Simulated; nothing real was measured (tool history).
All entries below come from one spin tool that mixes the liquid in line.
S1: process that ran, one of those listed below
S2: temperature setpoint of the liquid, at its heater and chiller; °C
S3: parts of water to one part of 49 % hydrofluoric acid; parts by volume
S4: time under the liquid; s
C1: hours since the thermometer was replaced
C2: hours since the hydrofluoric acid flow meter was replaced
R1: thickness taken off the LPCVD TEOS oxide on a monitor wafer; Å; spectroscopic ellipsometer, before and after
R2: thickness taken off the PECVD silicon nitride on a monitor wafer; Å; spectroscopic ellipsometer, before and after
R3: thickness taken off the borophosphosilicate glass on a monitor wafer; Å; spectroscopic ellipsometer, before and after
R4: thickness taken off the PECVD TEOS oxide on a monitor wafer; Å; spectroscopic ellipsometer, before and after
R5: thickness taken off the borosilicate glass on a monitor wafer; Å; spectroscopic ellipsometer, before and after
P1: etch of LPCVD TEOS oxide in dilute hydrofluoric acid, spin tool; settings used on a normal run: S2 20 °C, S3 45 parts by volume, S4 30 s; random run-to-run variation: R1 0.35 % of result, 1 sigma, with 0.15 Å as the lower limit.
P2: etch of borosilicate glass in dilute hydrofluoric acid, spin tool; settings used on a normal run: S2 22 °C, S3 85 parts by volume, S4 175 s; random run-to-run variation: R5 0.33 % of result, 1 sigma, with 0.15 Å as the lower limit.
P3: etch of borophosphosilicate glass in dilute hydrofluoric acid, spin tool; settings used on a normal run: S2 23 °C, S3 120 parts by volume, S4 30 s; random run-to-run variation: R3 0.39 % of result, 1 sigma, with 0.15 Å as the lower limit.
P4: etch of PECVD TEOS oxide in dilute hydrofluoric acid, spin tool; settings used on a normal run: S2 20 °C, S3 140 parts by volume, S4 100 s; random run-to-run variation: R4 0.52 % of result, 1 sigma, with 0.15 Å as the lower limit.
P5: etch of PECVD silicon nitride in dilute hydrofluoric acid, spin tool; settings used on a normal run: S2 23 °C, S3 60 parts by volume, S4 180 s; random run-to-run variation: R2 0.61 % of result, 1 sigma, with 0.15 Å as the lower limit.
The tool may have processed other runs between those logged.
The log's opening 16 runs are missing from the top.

| run | hour | S1 | S2 | S3 | S4 | C1 | C2 | R1 | R2 | R3 | R4 | R5 |
|---|---|---|---|---|---|---|---|---|---|---|---|---|
| 17 | 217.1 | P1 | 24 | 75 | 30 | 794.6 | 1283 | 128.77 |  |  |  |  |
| 18 | 231.2 | P2 | 22 | 85 | 45 | 808.7 | 1297.1 |  |  |  |  | 84.713 |
| 19 | 248.4 | P2 | 22 | 85 | 175 | 825.9 | 1314.3 |  |  |  |  | 330.17 |
| 20 | 264 | P1 | 20 | 45 | 30 | 841.5 | 1329.9 | 190.38 |  |  |  |  |
| 21 | 278 | P1 | 20 | 45 | 15 | 855.5 | 1343.9 | 94.135 |  |  |  |  |
| 22 | 297.1 | P2 | 22 | 25 | 175 | 874.6 | 1363 |  |  |  |  | 1209.7 |
| 23 | 307.4 | P5 | 23 | 60 | 355 | 884.9 | 1373.3 |  | 91.943 |  |  |  |
| 24 | 316.3 | P4 | 17 | 140 | 100 | 893.8 | 1382.2 |  |  |  | 70.333 |  |
| 25 | 328.5 | P1 | 20 | 45 | 30 | 906 | 1394.4 | 188.48 |  |  |  |  |
| 26 | 339.9 | P4 | 20 | 140 | 100 | 917.4 | 1405.8 |  |  |  | 79.235 |  |

The next listed run, before its measurement:
| 27 | 355.3 | P2 | 30 | 85 | 175 | 932.8 | 1421.2 |  |  |  |  | ? |

{"run 27": {"R5": 451.86}}

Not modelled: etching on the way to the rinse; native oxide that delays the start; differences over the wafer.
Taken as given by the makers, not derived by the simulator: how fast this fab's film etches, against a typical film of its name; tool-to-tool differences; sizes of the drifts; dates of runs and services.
